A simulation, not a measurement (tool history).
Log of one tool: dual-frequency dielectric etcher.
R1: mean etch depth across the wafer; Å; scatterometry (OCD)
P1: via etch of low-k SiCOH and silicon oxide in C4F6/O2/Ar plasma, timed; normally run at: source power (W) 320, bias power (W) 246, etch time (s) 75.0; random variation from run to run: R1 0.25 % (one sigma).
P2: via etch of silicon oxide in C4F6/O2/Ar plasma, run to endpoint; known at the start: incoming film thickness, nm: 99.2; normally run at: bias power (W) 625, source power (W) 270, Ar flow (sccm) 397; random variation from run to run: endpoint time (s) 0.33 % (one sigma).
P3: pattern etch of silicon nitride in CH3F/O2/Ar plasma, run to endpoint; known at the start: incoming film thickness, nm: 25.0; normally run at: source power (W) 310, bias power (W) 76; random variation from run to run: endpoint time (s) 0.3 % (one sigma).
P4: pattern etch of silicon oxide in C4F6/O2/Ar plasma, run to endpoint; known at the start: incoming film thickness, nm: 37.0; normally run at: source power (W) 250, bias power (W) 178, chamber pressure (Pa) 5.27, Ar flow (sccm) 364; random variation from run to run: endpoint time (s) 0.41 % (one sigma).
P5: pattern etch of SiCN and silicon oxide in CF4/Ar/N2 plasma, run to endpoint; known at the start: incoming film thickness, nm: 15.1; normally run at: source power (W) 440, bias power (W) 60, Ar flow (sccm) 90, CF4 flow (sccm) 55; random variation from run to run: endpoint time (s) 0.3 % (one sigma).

{"run": 1, "hour": 5.1, "process that ran": "P1", "source power (W)": 320, "bias power (W)": 246, "etch time (s)": 75.0, "R1": 2121.4}
{"run": 2, "hour": 10.4, "process that ran": "P1", "source power (W)": 320, "bias power (W)": 246, "etch time (s)": 54.0, "R1": 1526.1}
{"run": 3, "hour": 13.7, "process that ran": "P1", "source power (W)": 320, "bias power (W)": 306, "etch time (s)": 75.0, "R1": 2287.9}
{"run": 4, "hour": 17.8, "process that ran": "P5", "source power (W)": 440, "bias power (W)": 60, "Ar flow (sccm)": 90, "CF4 flow (sccm)": 35, "endpoint time (s)": 21.047}
{"run": 5, "hour": 21.5, "process that ran": "P3", "source power (W)": 390, "bias power (W)": 76, "endpoint time (s)": 35.226}
{"run": 6, "hour": 25.1, "process that ran": "P1", "source power (W)": 320, "bias power (W)": 246, "etch time (s)": 75.0, "R1": 2126.4}
{"run": 7, "hour": 29.7, "process that ran": "P2", "source power (W)": 190, "bias power (W)": 625, "Ar flow (sccm)": 397, "endpoint time (s)": 26.968}
{"run": 8, "hour": 35.1, "process that ran": "P5", "source power (W)": 530, "bias power (W)": 60, "Ar flow (sccm)": 90, "CF4 flow (sccm)": 55, "endpoint time (s)": 16.512}
{"run": 9, "hour": 37.9, "process that ran": "P1", "source power (W)": 320, "bias power (W)": 168, "etch time (s)": 97.5, "R1": 2430.0}
{"run": 10, "hour": 42.3, "process that ran": "P1", "source power (W)": 320, "bias power (W)": 246, "etch time (s)": 75.0, "R1": 2119.0}
{"run": 11, "hour": 47.7, "process that ran": "P1", "source power (W)": 410, "bias power (W)": 246, "etch time (s)": 75.0, "R1": 2326.1}
{"run": 12, "hour": 51.5, "process that ran": "P1", "source power (W)": 320, "bias power (W)": 246, "etch time (s)": 75.0, "R1": 2123.5}
{"run": 13, "hour": 54.3, "process that ran": "P5", "source power (W)": 440, "bias power (W)": 60, "Ar flow (sccm)": 90, "CF4 flow (sccm)": 55, "endpoint time (s)": 19.471}
{"run": 14, "hour": 57.4, "process that ran": "P1", "source power (W)": 320, "bias power (W)": 246, "etch time (s)": 75.0, "R1": 2123.3}
{"run": 15, "hour": 62.8, "process that ran": "P1", "source power (W)": 220, "bias power (W)": 246, "etch time (s)": 43.5, "R1": 1067.7}
{"run": 16, "hour": 65.5, "process that ran": "P1", "source power (W)": 320, "bias power (W)": 246, "etch time (s)": 95.5, "R1": 2689.9}
{"run": 17, "hour": 68.3, "process that ran": "P4", "source power (W)": 250, "bias power (W)": 178, "Ar flow (sccm)": 364, "chamber pressure (Pa)": 7.2, "endpoint time (s)": 15.753}
{"run": 18, "hour": 73.2, "process that ran": "P3", "source power (W)": 310, "bias power (W)": 54, "endpoint time (s)": 43.124}
{"run": 19, "hour": 77.4, "process that ran": "P2", "source power (W)": 270, "bias power (W)": 625, "Ar flow (sccm)": 300, "endpoint time (s)": 23.138}
{"run": 20, "hour": 82.5, "process that ran": "P5", "source power (W)": 440, "bias power (W)": 85, "Ar flow (sccm)": 90, "CF4 flow (sccm)": 55, "endpoint time (s)": 17.383}
{"run": 21, "hour": 87.8, "process that ran": "P4", "source power (W)": 250, "bias power (W)": 122, "Ar flow (sccm)": 364, "chamber pressure (Pa)": 5.27, "endpoint time (s)": 16.995}
{"run": 22, "hour": 91.3, "process that ran": "P5", "source power (W)": 440, "bias power (W)": 60, "Ar flow (sccm)": 123, "CF4 flow (sccm)": 55, "endpoint time (s)": 20.516}
{"run": 23, "hour": 93.8, "process that ran": "P1", "source power (W)": 320, "bias power (W)": 147, "etch time (s)": 75.0, "R1": 1795.0}
{"run": 24, "hour": 98.0, "process that ran": "P4", "source power (W)": 250, "bias power (W)": 178, "Ar flow (sccm)": 364, "chamber pressure (Pa)": 5.27, "endpoint time (s)": 15.185}
{"run": 25, "hour": 101.8, "process that ran": "P5", "source power (W)": 440, "bias power (W)": 60, "Ar flow (sccm)": 90, "CF4 flow (sccm)": 55, "endpoint time (s)": 19.54}
{"hour": 104.0, "done": "source power generator calibrated"}
{"run": 26, "hour": 104.9, "process that ran": "P2", "source power (W)": 270, "bias power (W)": 473, "Ar flow (sccm)": 397, "endpoint time (s)": 26.516}
{"run": 27, "hour": 109.4, "process that ran": "P4", "source power (W)": 250, "bias power (W)": 178, "Ar flow (sccm)": 273, "chamber pressure (Pa)": 5.27, "endpoint time (s)": 14.601}
{"run": 28, "hour": 111.9, "process that ran": "P1", "source power (W)": 190, "bias power (W)": 246, "etch time (s)": 75.0, "R1": 1739.6}
{"run": 29, "hour": 117.4, "process that ran": "P2", "source power (W)": 270, "bias power (W)": 625, "Ar flow (sccm)": 397, "endpoint time (s)": 23.798}
{"run": 30, "hour": 120.7, "process that ran": "P4", "source power (W)": 190, "bias power (W)": 178, "Ar flow (sccm)": 364, "chamber pressure (Pa)": 5.27, "endpoint time (s)": 16.925}
{"run": 31, "hour": 124.8, "process that ran": "P3", "source power (W)": 310, "bias power (W)": 76, "endpoint time (s)": 38.291}
{"run": 32, "hour": 129.4, "process that ran": "P1", "source power (W)": 320, "bias power (W)": 246, "etch time (s)": 75.0, "R1": 2125.3}
{"run": 33, "hour": 133.3, "process that ran": "P1", "source power (W)": 320, "bias power (W)": 246, "etch time (s)": 75.0, "R1": 2135.7}
{"run": 34, "hour": 138.7, "process that ran": "P1", "source power (W)": 320, "bias power (W)": 246, "etch time (s)": 75.0, "R1": 2145.5}
{"run": 35, "hour": 144.0, "process that ran": "P1", "source power (W)": 320, "bias power (W)": 246, "etch time (s)": 75.0, "R1": 2144.5}
{"hour": 147.8, "done": "wet clean of the chamber"}
{"run": 36, "hour": 147.8, "process that ran": "P1", "source power (W)": 320, "bias power (W)": 246, "etch time (s)": 75.0, "R1": 2160.5}
{"run": 37, "hour": 152.8, "process that ran": "P1", "source power (W)": 320, "bias power (W)": 246, "etch time (s)": 75.0, "R1": 2141.1}
{"run": 38, "hour": 156.6, "process that ran": "P1", "source power (W)": 320, "bias power (W)": 246, "etch time (s)": 75.0, "R1": 2147.1}
{"run": 39, "hour": 161.6, "process that ran": "P1", "source power (W)": 320, "bias power (W)": 246, "etch time (s)": 75.0, "R1": 2155.0}
{"run": 40, "hour": 166.2, "process that ran": "P1", "source power (W)": 320, "bias power (W)": 246, "etch time (s)": 75.0, "R1": 2156.8}

What P1 gives has crept away from where it was. These 2 causes fit the log equally well, each at the size given:
A: bias power that arrives over what is set, % = 4.83
B: source power that arrives over what is set, % = 4.34
The creep began at about hour 129.4.
Why every other cause is out:
chamber walls in a state that raises the etch rate, %: serviced at hour 147.8, which brought nothing back

4 check runs are offered, one wafer each, their results left as question marks. Which one tells the causes apart?
{"run": "check 1", "hour": 170.8, "process that ran": "P5", "source power (W)": 440, "bias power (W)": 60, "Ar flow (sccm)": 90, "CF4 flow (sccm)": 55, "endpoint time (s)": "?"}
{"run": "check 2", "hour": 170.8, "process that ran": "P4", "source power (W)": 250, "bias power (W)": 178, "Ar flow (sccm)": 364, "chamber pressure (Pa)": 5.27, "endpoint time (s)": "?"}
{"run": "check 3", "hour": 170.8, "process that ran": "P2", "source power (W)": 270, "bias power (W)": 625, "Ar flow (sccm)": 397, "endpoint time (s)": "?"}
{"run": "check 4", "hour": 170.8, "process that ran": "P3", "source power (W)": 310, "bias power (W)": 76, "endpoint time (s)": "?"}

What each check would give under each cause:
check=check_1 result=endpoint_time_(s) if_A=19.196 if_B=18.781
check=check_2 result=endpoint_time_(s) if_A=14.967 if_B=14.953
check=check_3 result=endpoint_time_(s) if_A=23.394 if_B=23.467
check=check_4 result=endpoint_time_(s) if_A=37.756 if_B=37.785
How far apart the two closest causes lie, in the result that separates them most: check 1 2.18 %; check 2 0.09 %; check 3 0.31 %; check 4 0.08 %
Only check 1 tells the causes apart: in the others they would give nearly the same result.

Check 1 was then run and gave: endpoint time (s) 19.186. Which cause is it?

It is A: bias power that arrives over what is set, %.

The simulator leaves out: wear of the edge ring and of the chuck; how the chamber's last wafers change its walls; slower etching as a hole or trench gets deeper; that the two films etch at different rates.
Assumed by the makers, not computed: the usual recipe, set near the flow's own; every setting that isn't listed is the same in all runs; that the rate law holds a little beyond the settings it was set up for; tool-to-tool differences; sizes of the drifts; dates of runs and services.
